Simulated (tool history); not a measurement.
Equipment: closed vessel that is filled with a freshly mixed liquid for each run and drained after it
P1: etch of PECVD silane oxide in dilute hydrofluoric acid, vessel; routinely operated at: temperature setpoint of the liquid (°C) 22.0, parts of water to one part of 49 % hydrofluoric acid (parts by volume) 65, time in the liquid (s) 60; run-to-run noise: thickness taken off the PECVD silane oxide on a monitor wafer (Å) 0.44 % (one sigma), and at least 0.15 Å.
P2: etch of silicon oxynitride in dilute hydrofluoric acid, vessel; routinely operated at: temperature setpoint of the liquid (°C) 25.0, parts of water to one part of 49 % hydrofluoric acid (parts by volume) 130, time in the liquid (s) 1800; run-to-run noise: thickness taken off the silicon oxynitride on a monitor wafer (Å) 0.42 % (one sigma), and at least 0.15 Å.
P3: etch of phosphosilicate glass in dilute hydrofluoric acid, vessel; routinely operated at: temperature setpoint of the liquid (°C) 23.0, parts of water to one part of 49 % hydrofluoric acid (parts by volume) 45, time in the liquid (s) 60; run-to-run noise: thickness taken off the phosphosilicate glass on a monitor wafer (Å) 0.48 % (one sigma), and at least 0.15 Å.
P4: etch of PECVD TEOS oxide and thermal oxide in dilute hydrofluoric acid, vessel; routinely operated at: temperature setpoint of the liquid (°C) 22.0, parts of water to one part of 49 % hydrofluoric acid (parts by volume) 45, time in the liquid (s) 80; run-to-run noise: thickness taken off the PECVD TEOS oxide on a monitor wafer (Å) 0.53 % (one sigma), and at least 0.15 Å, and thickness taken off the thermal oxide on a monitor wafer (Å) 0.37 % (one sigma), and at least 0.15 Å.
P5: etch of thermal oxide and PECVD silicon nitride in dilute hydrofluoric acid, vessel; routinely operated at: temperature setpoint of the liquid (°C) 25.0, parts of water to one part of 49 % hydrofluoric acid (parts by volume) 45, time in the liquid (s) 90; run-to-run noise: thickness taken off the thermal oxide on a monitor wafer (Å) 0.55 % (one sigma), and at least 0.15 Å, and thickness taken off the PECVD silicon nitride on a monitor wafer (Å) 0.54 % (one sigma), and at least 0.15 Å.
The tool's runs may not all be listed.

run,hour,process that ran,temperature setpoint of the liquid (°C),parts of water to one part of 49 % hydrofluoric acid (parts by volume),time in the liquid (s),hours since the thermometer was replaced,hours since the hydrofluoric acid flow meter was replaced,thickness taken off the PECVD silane oxide on a monitor wafer (Å),thickness taken off the silicon oxynitride on a monitor wafer (Å),thickness taken off the PECVD TEOS oxide on a monitor wafer (Å),thickness taken off the thermal oxide on a monitor wafer (Å),thickness taken off the PECVD silicon nitride on a monitor wafer (Å),thickness taken off the phosphosilicate glass on a monitor wafer (Å)
1,9.5,P1,22.0,65,60,1592.0,169.8,339.47,,,,,
2,16.3,P2,25.0,130,455,1598.8,176.6,,67.962,,,,
3,25.2,P4,22.0,45,80,1607.7,185.5,,,491.83,85.424,,
4,30.8,P4,22.0,45,150,1613.3,191.1,,,922.45,158.270,,
5,35.6,P5,25.0,45,30,1618.1,195.9,,,,35.811,25.917,
6,41.7,P5,25.0,45,90,1624.2,202.0,,,,107.200,77.637,
7,47.2,P2,25.0,130,1800,1629.7,207.5,,269.790,,,,
8,55.2,P1,22.0,65,100,1637.7,215.5,561.38,,,,,
9,64.7,P1,22.0,95,60,1647.2,225.0,224.72,,,,,
10,72.6,P3,23.0,45,60,1655.1,232.9,,,,,,1741.70
11,78.2,P4,17.0,45,80,1660.7,238.5,,,398.84,68.442,,
12,86.7,P1,22.0,65,30,1669.2,247.0,170.42,,,,,
13,94.6,P4,22.0,70,80,1677.1,254.9,,,305.10,52.753,,
14,104.2,P3,23.0,75,60,1686.7,264.5,,,,,,1016.00
15,111.9,P1,22.0,40,60,1694.4,272.2,566.73,,,,,
16,116.8,P3,23.0,45,30,1699.3,277.1,,,,,,876.23
17,125.5,P5,18.0,45,90,1708.0,285.8,,,,79.501,47.716,
18,130.6,P5,25.0,60,90,1713.1,290.9,,,,78.088,58.273,
19,138.7,P4,22.0,45,80,1721.2,299.0,,,490.66,85.180,,
20,145.3,P2,25.0,130,1800,1727.8,305.6,,269.460,,,,
21,152.3,P1,22.0,100,95,1734.8,312.6,335.13,,,,,
22,159.1,P2,25.0,40,1800,1741.6,319.4,,947.630,,,,
23,164.3,P1,22.0,65,60,1746.8,324.6,337.55,,,,,
24,169.1,P1,22.0,65,60,1751.6,329.4,339.57,,,,,
25,179.4,P1,26.5,65,60,1761.9,339.7,405.38,,,,,
26,184.5,P1,17.0,65,60,1767.0,344.8,273.65,,,,,
27,193.4,P3,28.0,45,60,1775.9,353.7,,,,,,2153.90
28,200.8,P2,20.0,130,1800,1783.3,361.1,,212.720,,,,
29,210.1,P1,22.0,65,60,1792.6,370.4,339.98,,,,,
30,215.7,P1,22.0,65,60,1798.2,376.0,339.86,,,,,
31,225.1,P1,22.0,65,60,1807.6,385.4,328.36,,,,,
32,232.2,P1,22.0,65,60,1814.7,392.5,325.10,,,,,
33,239.6,P1,22.0,65,60,1822.1,399.9,321.38,,,,,
34,244.4,P1,22.0,65,60,1826.9,404.7,319.08,,,,,
35,249.1,P1,22.0,65,60,1831.6,409.4,317.24,,,,,
36,256.6,P1,22.0,65,60,1839.1,416.9,317.95,,,,,
37,265.8,P1,22.0,65,60,1848.3,426.1,316.57,,,,,
38,275.2,P1,22.0,65,60,1857.7,435.5,314.24,,,,,
39,284.3,P1,22.0,65,60,1866.8,444.6,315.92,,,,,

Compared with where it was, what P1 gives has crept away. Each cause listed below fits the log as well as the rest, at the size given for it:
A: hydrofluoric acid flow below the setpoint (%) = 6.35
B: liquid colder than its thermometer reads (K) = 1.71
Creep in the process output first set in at about hour 215.7.

Consider the 4 single-wafer check runs listed below, results given as question marks: which one distinguishes between the causes by giving clearly different results for each?
check 1,293.4,P2,25.0,130,1800,,,,?,,,,
check 2,293.4,P5,25.0,45,90,,,,,,?,?,
check 3,293.4,P3,23.0,45,60,,,,,,,,?
check 4,293.4,P4,22.0,45,80,,,,,?,?,,

What each check would give under each cause:
check,result,if A,if B
check 1,thickness taken off the silicon oxynitride on a monitor wafer (Å),251.370,249.780
check 2,thickness taken off the thermal oxide on a monitor wafer (Å),100.250,100.170
check 2,thickness taken off the PECVD silicon nitride on a monitor wafer (Å),72.668,69.036
check 3,thickness taken off the phosphosilicate glass on a monitor wafer (Å),1631.10,1627.60
check 4,thickness taken off the PECVD TEOS oxide on a monitor wafer (Å),456.91,455.64
check 4,thickness taken off the thermal oxide on a monitor wafer (Å),79.206,78.985
Separation of the two closest causes in each check, using whichever result separates them best: check 1 0.63 %; check 2 5.13 %; check 3 0.21 %; check 4 0.28 %
The causes can be told apart only by check 2. The other checks would give nearly the same results under each of them.

Then check 2 was run and gave: thickness taken off the thermal oxide on a monitor wafer (Å) 99.782; thickness taken off the PECVD silicon nitride on a monitor wafer (Å) 69.543. Which cause is it?

Of the candidate causes, it is B: liquid colder than its thermometer reads (K).
